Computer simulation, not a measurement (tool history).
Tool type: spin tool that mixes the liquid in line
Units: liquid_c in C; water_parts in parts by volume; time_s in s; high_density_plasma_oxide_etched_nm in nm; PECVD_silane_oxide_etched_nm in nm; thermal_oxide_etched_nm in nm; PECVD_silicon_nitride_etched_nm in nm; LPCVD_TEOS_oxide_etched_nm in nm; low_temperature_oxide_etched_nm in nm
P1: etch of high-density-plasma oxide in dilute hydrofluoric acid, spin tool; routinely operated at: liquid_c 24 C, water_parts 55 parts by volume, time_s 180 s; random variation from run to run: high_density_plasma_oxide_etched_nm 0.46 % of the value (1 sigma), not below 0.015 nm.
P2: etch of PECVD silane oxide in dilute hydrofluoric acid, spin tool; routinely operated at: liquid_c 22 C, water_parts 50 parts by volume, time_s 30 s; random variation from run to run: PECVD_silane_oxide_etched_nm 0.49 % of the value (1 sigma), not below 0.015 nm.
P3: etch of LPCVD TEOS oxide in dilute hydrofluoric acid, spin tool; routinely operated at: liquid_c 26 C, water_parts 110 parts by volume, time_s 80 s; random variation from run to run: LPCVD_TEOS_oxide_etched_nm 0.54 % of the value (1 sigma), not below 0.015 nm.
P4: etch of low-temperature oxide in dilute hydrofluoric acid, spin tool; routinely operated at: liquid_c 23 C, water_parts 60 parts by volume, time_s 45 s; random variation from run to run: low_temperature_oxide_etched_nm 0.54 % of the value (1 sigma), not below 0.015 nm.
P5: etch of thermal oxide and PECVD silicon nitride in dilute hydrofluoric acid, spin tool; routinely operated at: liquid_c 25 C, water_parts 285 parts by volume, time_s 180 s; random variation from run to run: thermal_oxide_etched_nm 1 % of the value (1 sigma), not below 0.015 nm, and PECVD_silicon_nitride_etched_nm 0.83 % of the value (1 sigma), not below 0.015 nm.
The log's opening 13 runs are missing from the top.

run,day,process,liquid_c,water_parts,time_s,hours since the thermometer was replaced,hours since the hydrofluoric acid flow meter was replaced,high_density_plasma_oxide_etched_nm,PECVD_silane_oxide_etched_nm,thermal_oxide_etched_nm,PECVD_silicon_nitride_etched_nm,LPCVD_TEOS_oxide_etched_nm,low_temperature_oxide_etched_nm
14,3.054,P1,24,100,15,761.2,1143.8,0.83847,,,,,
15,3.229,P5,25,65,180,765.4,1148,,,14.994,10.315,,
16,3.433,P1,24,20,180,770.3,1152.9,55.302,,,,,
17,3.617,P1,24,90,180,774.7,1157.3,11.163,,,,,
18,3.942,P1,17,75,180,782.5,1165.1,10.206,,,,,
19,4.279,P4,23,60,45,790.6,1173.2,,,,,,8.0326
20,4.475,P1,24,55,360,795.3,1177.9,38.503,,,,,
21,4.671,P1,24,55,180,800,1182.6,18.923,,,,,
22,4.988,P5,25,285,90,807.6,1190.2,,,1.3268,1.1495,,
23,5.208,P4,31,60,45,812.9,1195.5,,,,,,10.998
24,5.379,P4,23,60,85,817,1199.6,,,,,,14.981
25,5.638,P2,22,70,30,823.2,1205.8,,7.0628,,,,
26,5.879,P1,24,55,180,829,1211.6,19.089,,,,,
27,6.092,P5,25,285,180,834.1,1216.7,,,2.6265,2.3409,,
28,6.325,P3,26,110,80,839.7,1222.3,,,,,22.412,
29,6.588,P1,24,55,30,846,1228.6,3.2023,,,,,
30,6.917,P4,23,20,45,853.9,1236.5,,,,,,25.059

What does the tool deliver on the next run?
31,7.221,P2,22,50,30,861.2,1243.8,,?,,,,

{"run 31": {"PECVD_silane_oxide_etched_nm": 10.15}}

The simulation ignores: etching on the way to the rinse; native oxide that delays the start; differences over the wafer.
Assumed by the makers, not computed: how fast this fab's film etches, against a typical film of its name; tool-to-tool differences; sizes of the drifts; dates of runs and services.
